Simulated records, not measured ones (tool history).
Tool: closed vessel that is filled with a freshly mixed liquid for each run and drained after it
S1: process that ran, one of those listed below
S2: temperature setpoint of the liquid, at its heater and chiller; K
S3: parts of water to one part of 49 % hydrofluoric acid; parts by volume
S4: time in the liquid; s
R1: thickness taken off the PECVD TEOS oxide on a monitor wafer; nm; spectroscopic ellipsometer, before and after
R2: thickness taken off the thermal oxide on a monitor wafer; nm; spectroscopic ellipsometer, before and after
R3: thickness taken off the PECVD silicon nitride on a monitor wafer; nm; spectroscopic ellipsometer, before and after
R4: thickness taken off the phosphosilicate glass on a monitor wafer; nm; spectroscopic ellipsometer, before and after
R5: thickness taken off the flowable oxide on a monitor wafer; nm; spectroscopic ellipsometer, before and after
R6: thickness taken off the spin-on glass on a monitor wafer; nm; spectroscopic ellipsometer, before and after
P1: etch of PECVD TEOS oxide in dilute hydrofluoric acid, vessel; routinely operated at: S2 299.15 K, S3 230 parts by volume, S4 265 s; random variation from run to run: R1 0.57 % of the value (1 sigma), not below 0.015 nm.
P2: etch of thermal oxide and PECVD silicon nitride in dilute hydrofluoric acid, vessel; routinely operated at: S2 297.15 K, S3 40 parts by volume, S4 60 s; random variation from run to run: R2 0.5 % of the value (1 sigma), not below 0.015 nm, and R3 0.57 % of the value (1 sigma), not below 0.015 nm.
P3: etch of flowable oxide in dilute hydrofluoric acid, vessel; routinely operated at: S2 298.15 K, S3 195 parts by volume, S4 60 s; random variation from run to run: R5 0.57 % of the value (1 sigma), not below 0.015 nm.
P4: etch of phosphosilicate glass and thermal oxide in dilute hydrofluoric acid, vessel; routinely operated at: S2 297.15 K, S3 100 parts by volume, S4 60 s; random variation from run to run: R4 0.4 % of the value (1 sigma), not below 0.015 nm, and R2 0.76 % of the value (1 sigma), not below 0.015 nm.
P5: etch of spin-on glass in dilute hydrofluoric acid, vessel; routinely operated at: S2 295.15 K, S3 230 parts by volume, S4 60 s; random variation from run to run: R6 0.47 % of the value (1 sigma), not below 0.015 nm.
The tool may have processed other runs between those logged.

| run | hour | S1 | S2 | S3 | S4 | R1 | R2 | R3 | R4 | R5 | R6 |
|---|---|---|---|---|---|---|---|---|---|---|---|
| 1 | 11.7 | P1 | 299.15 | 230 | 265 | 17.671 |  |  |  |  |  |
| 2 | 23.5 | P1 | 299.15 | 230 | 65 | 4.3701 |  |  |  |  |  |
| 3 | 31.8 | P2 | 297.15 | 40 | 30 |  | 3.7407 | 3.5889 |  |  |  |
| 4 | 48.2 | P4 | 297.15 | 100 | 60 |  | 2.9269 |  | 43.868 |  |  |
| 5 | 56.8 | P1 | 299.15 | 230 | 445 | 29.88 |  |  |  |  |  |
| 6 | 65.8 | P1 | 299.15 | 230 | 265 | 17.475 |  |  |  |  |  |
| 7 | 76.9 | P1 | 303.65 | 230 | 265 | 20.629 |  |  |  |  |  |
| 8 | 88.4 | P3 | 294.15 | 195 | 60 |  |  |  |  | 8.8125 |  |
| 9 | 102.9 | P1 | 292.65 | 360 | 265 | 7.9474 |  |  |  |  |  |
| 10 | 118.1 | P3 | 298.15 | 60 | 60 |  |  |  |  | 39.299 |  |
| 11 | 133.9 | P2 | 297.15 | 40 | 60 |  | 7.4196 | 7.0616 |  |  |  |
| 12 | 141.9 | P1 | 291.65 | 230 | 265 | 13.326 |  |  |  |  |  |
| 13 | 158.8 | P4 | 297.15 | 180 | 60 |  | 1.474 |  | 22.316 |  |  |
| 14 | 167.8 | P5 | 295.15 | 115 | 60 |  |  |  |  |  | 22.684 |
| 15 | 185 | P4 | 305.15 | 100 | 60 |  | 4.0042 |  | 59.729 |  |  |
| 16 | 197.9 | P1 | 299.15 | 125 | 265 | 36.883 |  |  |  |  |  |
| 17 | 211.2 | P3 | 298.15 | 195 | 60 |  |  |  |  | 10.302 |  |
| 18 | 220.1 | P1 | 299.15 | 230 | 265 | 17.557 |  |  |  |  |  |
| 19 | 231.6 | P3 | 298.15 | 195 | 100 |  |  |  |  | 16.938 |  |

What does the tool deliver on the next run?
| 20 | 239.6 | P1 | 299.15 | 230 | 265 | ? |  |  |  |  |  |

Run 20 gave R1 17.619 nm.
